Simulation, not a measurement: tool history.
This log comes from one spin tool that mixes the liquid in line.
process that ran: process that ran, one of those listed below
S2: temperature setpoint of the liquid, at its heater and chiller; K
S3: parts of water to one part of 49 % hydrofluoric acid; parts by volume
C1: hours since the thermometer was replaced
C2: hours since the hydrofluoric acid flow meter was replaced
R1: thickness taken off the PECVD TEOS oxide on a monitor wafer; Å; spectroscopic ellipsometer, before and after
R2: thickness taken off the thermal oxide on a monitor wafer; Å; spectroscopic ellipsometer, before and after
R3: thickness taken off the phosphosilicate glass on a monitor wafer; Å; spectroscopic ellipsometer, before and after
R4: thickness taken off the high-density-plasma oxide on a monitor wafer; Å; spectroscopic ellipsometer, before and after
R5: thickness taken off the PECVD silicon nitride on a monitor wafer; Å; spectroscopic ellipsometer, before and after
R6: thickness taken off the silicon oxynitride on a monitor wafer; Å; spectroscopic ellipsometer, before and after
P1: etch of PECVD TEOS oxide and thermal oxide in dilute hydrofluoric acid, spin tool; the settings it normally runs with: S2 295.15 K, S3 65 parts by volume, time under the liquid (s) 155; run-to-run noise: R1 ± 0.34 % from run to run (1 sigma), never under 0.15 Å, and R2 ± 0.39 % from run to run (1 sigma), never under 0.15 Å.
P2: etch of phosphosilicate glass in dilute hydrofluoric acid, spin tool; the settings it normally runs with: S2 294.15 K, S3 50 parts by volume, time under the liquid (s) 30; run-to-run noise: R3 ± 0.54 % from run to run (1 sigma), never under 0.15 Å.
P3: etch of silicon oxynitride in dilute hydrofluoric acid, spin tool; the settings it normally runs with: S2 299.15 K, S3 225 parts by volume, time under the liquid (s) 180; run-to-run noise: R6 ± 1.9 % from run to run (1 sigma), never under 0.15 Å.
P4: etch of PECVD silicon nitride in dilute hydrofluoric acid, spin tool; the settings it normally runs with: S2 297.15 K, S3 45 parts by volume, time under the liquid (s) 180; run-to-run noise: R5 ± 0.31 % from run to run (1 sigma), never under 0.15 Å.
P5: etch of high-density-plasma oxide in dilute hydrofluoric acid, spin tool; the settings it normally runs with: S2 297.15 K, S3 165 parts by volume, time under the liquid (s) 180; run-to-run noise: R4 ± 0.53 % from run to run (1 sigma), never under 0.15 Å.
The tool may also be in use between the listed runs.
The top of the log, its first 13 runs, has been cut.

Run 14, hour 63.9: process that ran P3, S2 299.15 K, S3 390 parts by volume, time under the liquid (s) 180; C1 4.6; C2 626.6. Result: R6 5.853 Å.
Run 15, hour 70.3: process that ran P1, S2 302.15 K, S3 65 parts by volume, time under the liquid (s) 155; C1 11; C2 633. Result: R1 307.77 Å, R2 141.22 Å.
Run 16, hour 76: process that ran P5, S2 297.15 K, S3 165 parts by volume, time under the liquid (s) 70; C1 16.7; C2 638.7. Result: R4 34.361 Å.
Run 17, hour 80: process that ran P1, S2 295.15 K, S3 65 parts by volume, time under the liquid (s) 15; C1 20.7; C2 642.7. Result: R1 22.672 Å, R2 10.279 Å.
Run 18, hour 85.2: process that ran P3, S2 305.15 K, S3 225 parts by volume, time under the liquid (s) 180; C1 25.9; C2 647.9. Result: R6 15.11 Å.
Run 19, hour 88.9: process that ran P2, S2 298.15 K, S3 50 parts by volume, time under the liquid (s) 30; C1 29.6; C2 651.6. Result: R3 1152.2 Å.
Run 20, hour 91.9: process that ran P1, S2 295.15 K, S3 65 parts by volume, time under the liquid (s) 155; C1 32.6; C2 654.6. Result: R1 234.09 Å, R2 107.13 Å.
Run 21, hour 95.8: process that ran P1, S2 295.15 K, S3 100 parts by volume, time under the liquid (s) 155; C1 36.5; C2 658.5. Result: R1 146.07 Å, R2 66.385 Å.
Run 22, hour 99.7: process that ran P2, S2 294.15 K, S3 90 parts by volume, time under the liquid (s) 30; C1 40.4; C2 662.4. Result: R3 515.31 Å.
Run 23, hour 104.4: process that ran P1, S2 295.15 K, S3 20 parts by volume, time under the liquid (s) 155; C1 45.1; C2 667.1. Result: R1 805.7 Å, R2 363.87 Å.
Run 24, hour 107.7: process that ran P1, S2 295.15 K, S3 65 parts by volume, time under the liquid (s) 155; C1 48.4; C2 670.4. Result: R1 234.1 Å, R2 106.51 Å.
Run 25, hour 112.3: process that ran P4, S2 297.15 K, S3 45 parts by volume, time under the liquid (s) 55; C1 53; C2 675. Result: R5 23.113 Å.
Run 26, hour 116.8: process that ran P5, S2 291.15 K, S3 165 parts by volume, time under the liquid (s) 180; C1 57.5; C2 679.5. Result: R4 68.981 Å.
Run 27, hour 120.6: process that ran P1, S2 290.15 K, S3 65 parts by volume, time under the liquid (s) 155; C1 61.3; C2 683.3. Result: R1 189.56 Å, R2 85.659 Å.
Run 28, hour 125.3: process that ran P4, S2 297.15 K, S3 45 parts by volume, time under the liquid (s) 180; C1 66; C2 688. Result: R5 74.913 Å.
Run 29, hour 131.4: process that ran P1, S2 295.15 K, S3 65 parts by volume, time under the liquid (s) 230; C1 72.1; C2 694.1. Result: R1 348.47 Å, R2 158.52 Å.
Run 30, hour 134.4: process that ran P1, S2 295.15 K, S3 65 parts by volume, time under the liquid (s) 155; C1 75.1; C2 697.1. Result: R1 233.81 Å, R2 107.11 Å.
Run 31, hour 139.9: process that ran P1, S2 295.15 K, S3 65 parts by volume, time under the liquid (s) 155; C1 80.6; C2 702.6. Result: R1 235.38 Å, R2 106.29 Å.
Run 32, hour 143.7: process that ran P1, S2 295.15 K, S3 65 parts by volume, time under the liquid (s) 155; C1 84.4; C2 706.4. Result: R1 242.51 Å, R2 110.21 Å.
Run 33, hour 147.5: process that ran P1, S2 295.15 K, S3 65 parts by volume, time under the liquid (s) 155; C1 88.2; C2 710.2. Result: R1 246.41 Å, R2 113.18 Å.
Run 34, hour 151.7: process that ran P1, S2 295.15 K, S3 65 parts by volume, time under the liquid (s) 155; C1 92.4; C2 714.4. Result: R1 251.76 Å, R2 114.25 Å.
Run 35, hour 158: process that ran P1, S2 295.15 K, S3 65 parts by volume, time under the liquid (s) 155; C1 98.7; C2 720.7. Result: R1 254.71 Å, R2 114.94 Å.
Run 36, hour 164.5: process that ran P1, S2 295.15 K, S3 65 parts by volume, time under the liquid (s) 155; C1 105.2; C2 727.2. Result: R1 256.16 Å, R2 116.53 Å.

Run 37 is up next; what results do you expect?
Run 37, hour 168.4: process that ran P1, S2 295.15 K, S3 65 parts by volume, time under the liquid (s) 155; C1 109.1; C2 731.1. Result: R1 ?, R2 ?.

{"run 37": {"R1": 254.46, "R2": 117.11}}
